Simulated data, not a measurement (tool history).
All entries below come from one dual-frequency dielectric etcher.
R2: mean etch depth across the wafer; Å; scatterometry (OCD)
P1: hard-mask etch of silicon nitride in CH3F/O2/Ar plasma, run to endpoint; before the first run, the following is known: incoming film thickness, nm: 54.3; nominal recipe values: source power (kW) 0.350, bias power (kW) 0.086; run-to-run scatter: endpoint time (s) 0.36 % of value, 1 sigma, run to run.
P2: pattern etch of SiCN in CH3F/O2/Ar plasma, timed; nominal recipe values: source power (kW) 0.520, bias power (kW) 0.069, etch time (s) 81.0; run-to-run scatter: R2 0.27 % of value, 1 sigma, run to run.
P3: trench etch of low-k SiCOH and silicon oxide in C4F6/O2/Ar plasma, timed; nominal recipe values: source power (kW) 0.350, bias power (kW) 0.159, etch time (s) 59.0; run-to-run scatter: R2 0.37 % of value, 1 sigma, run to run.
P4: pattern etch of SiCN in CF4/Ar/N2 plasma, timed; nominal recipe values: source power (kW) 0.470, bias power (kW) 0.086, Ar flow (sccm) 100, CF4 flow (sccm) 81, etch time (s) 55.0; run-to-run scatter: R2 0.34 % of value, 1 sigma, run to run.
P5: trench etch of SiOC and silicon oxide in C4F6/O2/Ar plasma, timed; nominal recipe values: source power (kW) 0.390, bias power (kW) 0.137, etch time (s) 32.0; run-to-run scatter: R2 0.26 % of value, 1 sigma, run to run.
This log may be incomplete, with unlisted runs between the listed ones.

{"run": 1, "hour": 14.2, "process that ran": "P1", "source power (kW)": 0.35, "bias power (kW)": 0.086, "endpoint time (s)": 79.634}
{"run": 2, "hour": 22.0, "process that ran": "P4", "source power (kW)": 0.47, "bias power (kW)": 0.086, "Ar flow (sccm)": 100, "CF4 flow (sccm)": 81, "etch time (s)": 81.5, "R2": 781.83}
{"run": 3, "hour": 31.3, "process that ran": "P2", "source power (kW)": 0.36, "bias power (kW)": 0.069, "etch time (s)": 81.0, "R2": 283.28}
{"run": 4, "hour": 39.1, "process that ran": "P1", "source power (kW)": 0.35, "bias power (kW)": 0.086, "endpoint time (s)": 79.864}
{"run": 5, "hour": 54.3, "process that ran": "P4", "source power (kW)": 0.47, "bias power (kW)": 0.069, "Ar flow (sccm)": 100, "CF4 flow (sccm)": 81, "etch time (s)": 55.0, "R2": 489.54}
{"run": 6, "hour": 68.5, "process that ran": "P5", "source power (kW)": 0.39, "bias power (kW)": 0.137, "etch time (s)": 32.0, "R2": 560.24}
{"run": 7, "hour": 77.1, "process that ran": "P4", "source power (kW)": 0.47, "bias power (kW)": 0.086, "Ar flow (sccm)": 126, "CF4 flow (sccm)": 81, "etch time (s)": 55.0, "R2": 513.93}
{"run": 8, "hour": 89.0, "process that ran": "P1", "source power (kW)": 0.21, "bias power (kW)": 0.086, "endpoint time (s)": 96.271}
{"run": 9, "hour": 104.7, "process that ran": "P3", "source power (kW)": 0.42, "bias power (kW)": 0.159, "etch time (s)": 59.0, "R2": 1923.2}
{"run": 10, "hour": 117.2, "process that ran": "P3", "source power (kW)": 0.35, "bias power (kW)": 0.103, "etch time (s)": 59.0, "R2": 1567.8}
{"run": 11, "hour": 129.2, "process that ran": "P1", "source power (kW)": 0.35, "bias power (kW)": 0.113, "endpoint time (s)": 72.303}
{"run": 12, "hour": 144.1, "process that ran": "P5", "source power (kW)": 0.39, "bias power (kW)": 0.137, "etch time (s)": 32.0, "R2": 560.58}
{"run": 13, "hour": 157.1, "process that ran": "P1", "source power (kW)": 0.25, "bias power (kW)": 0.106, "endpoint time (s)": 83.525}
{"run": 14, "hour": 171.8, "process that ran": "P2", "source power (kW)": 0.52, "bias power (kW)": 0.096, "etch time (s)": 81.0, "R2": 364.94}
{"run": 15, "hour": 180.0, "process that ran": "P3", "source power (kW)": 0.35, "bias power (kW)": 0.159, "etch time (s)": 59.0, "R2": 1784.7}
{"run": 16, "hour": 189.1, "process that ran": "P1", "source power (kW)": 0.43, "bias power (kW)": 0.086, "endpoint time (s)": 73.902}
{"run": 17, "hour": 202.1, "process that ran": "P1", "source power (kW)": 0.35, "bias power (kW)": 0.053, "endpoint time (s)": 94.212}
{"run": 18, "hour": 215.7, "process that ran": "P5", "source power (kW)": 0.39, "bias power (kW)": 0.104, "etch time (s)": 32.0, "R2": 520.02}
{"run": 19, "hour": 229.2, "process that ran": "P4", "source power (kW)": 0.66, "bias power (kW)": 0.086, "Ar flow (sccm)": 100, "CF4 flow (sccm)": 81, "etch time (s)": 55.0, "R2": 710.96}
{"run": 20, "hour": 244.2, "process that ran": "P1", "source power (kW)": 0.35, "bias power (kW)": 0.086, "endpoint time (s)": 79.99}
{"run": 21, "hour": 256.7, "process that ran": "P3", "source power (kW)": 0.35, "bias power (kW)": 0.159, "etch time (s)": 86.0, "R2": 2587.4}
{"run": 22, "hour": 267.5, "process that ran": "P1", "source power (kW)": 0.35, "bias power (kW)": 0.086, "endpoint time (s)": 79.71}
{"run": 23, "hour": 278.6, "process that ran": "P2", "source power (kW)": 0.52, "bias power (kW)": 0.069, "etch time (s)": 107.0, "R2": 432.49}
{"run": 24, "hour": 290.5, "process that ran": "P1", "source power (kW)": 0.35, "bias power (kW)": 0.086, "endpoint time (s)": 79.732}
{"run": 25, "hour": 303.9, "process that ran": "P4", "source power (kW)": 0.47, "bias power (kW)": 0.086, "Ar flow (sccm)": 100, "CF4 flow (sccm)": 81, "etch time (s)": 55.0, "R2": 528.36}

Expected results for the next run?
{"run": 26, "hour": 313.1, "process that ran": "P2", "source power (kW)": 0.52, "bias power (kW)": 0.069, "etch time (s)": 81.0, "R2": "?"}

Run 26 produced R2 328.06 Å.
